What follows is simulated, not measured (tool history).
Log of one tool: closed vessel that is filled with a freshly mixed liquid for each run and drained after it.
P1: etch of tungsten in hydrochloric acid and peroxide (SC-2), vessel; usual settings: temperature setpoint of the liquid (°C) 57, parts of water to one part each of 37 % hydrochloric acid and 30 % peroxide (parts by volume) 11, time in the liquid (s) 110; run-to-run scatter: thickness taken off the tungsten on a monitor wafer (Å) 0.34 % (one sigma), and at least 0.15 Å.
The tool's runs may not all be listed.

run,day,temperature setpoint of the liquid (°C),parts of water to one part each of 37 % hydrochloric acid and 30 % peroxide (parts by volume),time in the liquid (s),thickness taken off the tungsten on a monitor wafer (Å)
1,0.15,57,11,110,468.45
2,0.283,57,11,215,916.17
3,0.546,57,11,110,467.04
4,0.796,57,11,110,465.29
5,1.004,57,16,30,91.689
6,1.183,64,11,110,722.9
7,1.404,40.5,11,110,153.44
8,1.558,57,11,30,127.03
9,1.725,57,16,110,336.43
10,1.954,57,4,110,1014.3
11,2.192,57,11,110,466.09
12,2.421,57,11,110,468.37
13,2.546,57,11,110,454.73
14,2.775,57,11,110,437.95
15,2.917,57,11,110,431.74
# day 3.067: new drum of peroxide connected
16,3.067,57,11,110,428
17,3.238,57,11,110,427.18
18,3.425,57,11,110,424.12
19,3.546,57,11,110,421.01
20,3.742,57,11,110,425.32

What P1 gives has crept away from where it was. These 2 causes fit the log equally well, each at the size given:
A: liquid colder than its thermometer reads (K) = 1.57
B: chemicals flow below the setpoint (%) = 11.1
The creep began at about day 2.421.
Why every other cause is out:
peroxide weaker than its label (%): serviced at day 3.067, which brought nothing back

4 check runs are offered, each on 2 wafers whose results are averaged, their results left as question marks. Which one tells the causes apart?
check 1,3.938,49,11,155,?
check 2,3.938,49,11,35,?
check 3,3.938,57,11,155,?
check 4,3.938,57,4,45,?

What each check would give under each cause:
check,result,if A,if B
check 1,thickness taken off the tungsten on a monitor wafer (Å),350.65,352.56
check 2,thickness taken off the tungsten on a monitor wafer (Å),79.178,79.61
check 3,thickness taken off the tungsten on a monitor wafer (Å),595.01,595.23
check 4,thickness taken off the tungsten on a monitor wafer (Å),374.28,382.18
How far apart the two closest causes lie, in the result that separates them most: check 1 0.54 %; check 2 0.54 %; check 3 0.04 %; check 4 2.09 %
Only check 4 tells the causes apart: in the others they would give nearly the same result.

Then check 4 was run and gave: thickness taken off the tungsten on a monitor wafer (Å) 381.54. Which cause is it?

It is B: chemicals flow below the setpoint (%).
